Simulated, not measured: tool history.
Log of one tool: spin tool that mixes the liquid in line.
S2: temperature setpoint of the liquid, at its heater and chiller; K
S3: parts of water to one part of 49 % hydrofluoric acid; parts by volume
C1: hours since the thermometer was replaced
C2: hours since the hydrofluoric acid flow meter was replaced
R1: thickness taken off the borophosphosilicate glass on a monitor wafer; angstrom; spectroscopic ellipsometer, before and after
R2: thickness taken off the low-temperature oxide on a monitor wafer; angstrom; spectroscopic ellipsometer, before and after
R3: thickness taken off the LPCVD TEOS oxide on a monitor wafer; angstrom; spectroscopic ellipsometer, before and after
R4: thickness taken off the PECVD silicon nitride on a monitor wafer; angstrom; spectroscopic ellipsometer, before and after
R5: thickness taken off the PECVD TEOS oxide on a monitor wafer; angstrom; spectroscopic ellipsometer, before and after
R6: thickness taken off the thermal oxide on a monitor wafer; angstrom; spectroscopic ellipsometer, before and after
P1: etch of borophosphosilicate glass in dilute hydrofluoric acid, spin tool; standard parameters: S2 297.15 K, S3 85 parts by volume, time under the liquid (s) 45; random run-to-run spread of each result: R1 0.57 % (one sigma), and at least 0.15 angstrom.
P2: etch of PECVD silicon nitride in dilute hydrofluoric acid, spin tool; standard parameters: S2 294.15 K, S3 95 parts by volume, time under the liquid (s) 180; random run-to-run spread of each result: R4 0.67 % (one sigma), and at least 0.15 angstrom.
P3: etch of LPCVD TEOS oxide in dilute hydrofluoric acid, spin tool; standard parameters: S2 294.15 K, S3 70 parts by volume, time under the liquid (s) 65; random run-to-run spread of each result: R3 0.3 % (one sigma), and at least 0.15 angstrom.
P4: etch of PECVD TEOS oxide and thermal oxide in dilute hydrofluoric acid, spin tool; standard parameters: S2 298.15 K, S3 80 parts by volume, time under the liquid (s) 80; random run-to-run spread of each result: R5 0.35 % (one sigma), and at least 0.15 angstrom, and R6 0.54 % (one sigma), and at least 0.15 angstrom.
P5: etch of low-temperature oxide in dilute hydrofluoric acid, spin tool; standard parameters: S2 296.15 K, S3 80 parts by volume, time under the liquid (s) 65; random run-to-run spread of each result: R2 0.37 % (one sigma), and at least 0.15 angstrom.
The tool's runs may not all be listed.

run 1 hour=9.9 | process_that_ran=P1 S2=297.15 S3=85 time_under_the_liquid_(s)=45 | C1=400.7 C2=310.1 | R1=198.34
run 2 hour=18 | process_that_ran=P1 S2=297.15 S3=85 time_under_the_liquid_(s)=45 | C1=408.8 C2=318.2 | R1=199.52
run 3 hour=33.1 | process_that_ran=P5 S2=296.15 S3=80 time_under_the_liquid_(s)=65 | C1=423.9 C2=333.3 | R2=219.67
run 4 hour=46 | process_that_ran=P1 S2=291.65 S3=85 time_under_the_liquid_(s)=45 | C1=436.8 C2=346.2 | R1=157.84
run 5 hour=59.9 | process_that_ran=P1 S2=304.65 S3=85 time_under_the_liquid_(s)=45 | C1=450.7 C2=360.1 | R1=265.74
-- hour=68.6 hydrofluoric acid flow meter replaced
run 6 hour=72.2 | process_that_ran=P1 S2=297.15 S3=85 time_under_the_liquid_(s)=45 | C1=463 C2=3.7 | R1=198.31
run 7 hour=82.1 | process_that_ran=P3 S2=294.15 S3=125 time_under_the_liquid_(s)=65 | C1=472.9 C2=13.6 | R3=210.65
run 8 hour=95.1 | process_that_ran=P5 S2=296.15 S3=50 time_under_the_liquid_(s)=65 | C1=485.9 C2=26.6 | R2=359.46
run 9 hour=104 | process_that_ran=P1 S2=297.15 S3=45 time_under_the_liquid_(s)=45 | C1=494.8 C2=35.5 | R1=397.38
run 10 hour=118.5 | process_that_ran=P1 S2=297.15 S3=85 time_under_the_liquid_(s)=15 | C1=509.3 C2=50 | R1=65.614
run 11 hour=128.8 | process_that_ran=P1 S2=304.15 S3=125 time_under_the_liquid_(s)=45 | C1=519.6 C2=60.3 | R1=167.62
run 12 hour=140.2 | process_that_ran=P1 S2=297.15 S3=85 time_under_the_liquid_(s)=45 | C1=531 C2=71.7 | R1=200.19
run 13 hour=153.7 | process_that_ran=P3 S2=294.15 S3=70 time_under_the_liquid_(s)=65 | C1=544.5 C2=85.2 | R3=400.53
run 14 hour=161.3 | process_that_ran=P3 S2=294.15 S3=70 time_under_the_liquid_(s)=65 | C1=552.1 C2=92.8 | R3=400.53
run 15 hour=172.5 | process_that_ran=P1 S2=297.15 S3=85 time_under_the_liquid_(s)=70 | C1=563.3 C2=104 | R1=308.8
run 16 hour=187 | process_that_ran=P3 S2=294.15 S3=70 time_under_the_liquid_(s)=95 | C1=577.8 C2=118.5 | R3=583.89
run 17 hour=195.8 | process_that_ran=P5 S2=292.15 S3=80 time_under_the_liquid_(s)=65 | C1=586.6 C2=127.3 | R2=185.08
run 18 hour=209.1 | process_that_ran=P1 S2=297.15 S3=145 time_under_the_liquid_(s)=45 | C1=599.9 C2=140.6 | R1=109.11
run 19 hour=218.3 | process_that_ran=P2 S2=294.15 S3=95 time_under_the_liquid_(s)=180 | C1=609.1 C2=149.8 | R4=40.017
run 20 hour=229.3 | process_that_ran=P3 S2=290.15 S3=70 time_under_the_liquid_(s)=65 | C1=620.1 C2=160.8 | R3=336.01
run 21 hour=238.6 | process_that_ran=P4 S2=298.15 S3=80 time_under_the_liquid_(s)=80 | C1=629.4 C2=170.1 | R5=116.97 R6=50.463

What does the tool deliver on the next run?
run 22 hour=248.1 | process_that_ran=P4 S2=298.15 S3=140 time_under_the_liquid_(s)=80 | C1=638.9 C2=179.6 | R5=? R6=?

{"run 22": {"R5": 62.034, "R6": 26.74}}
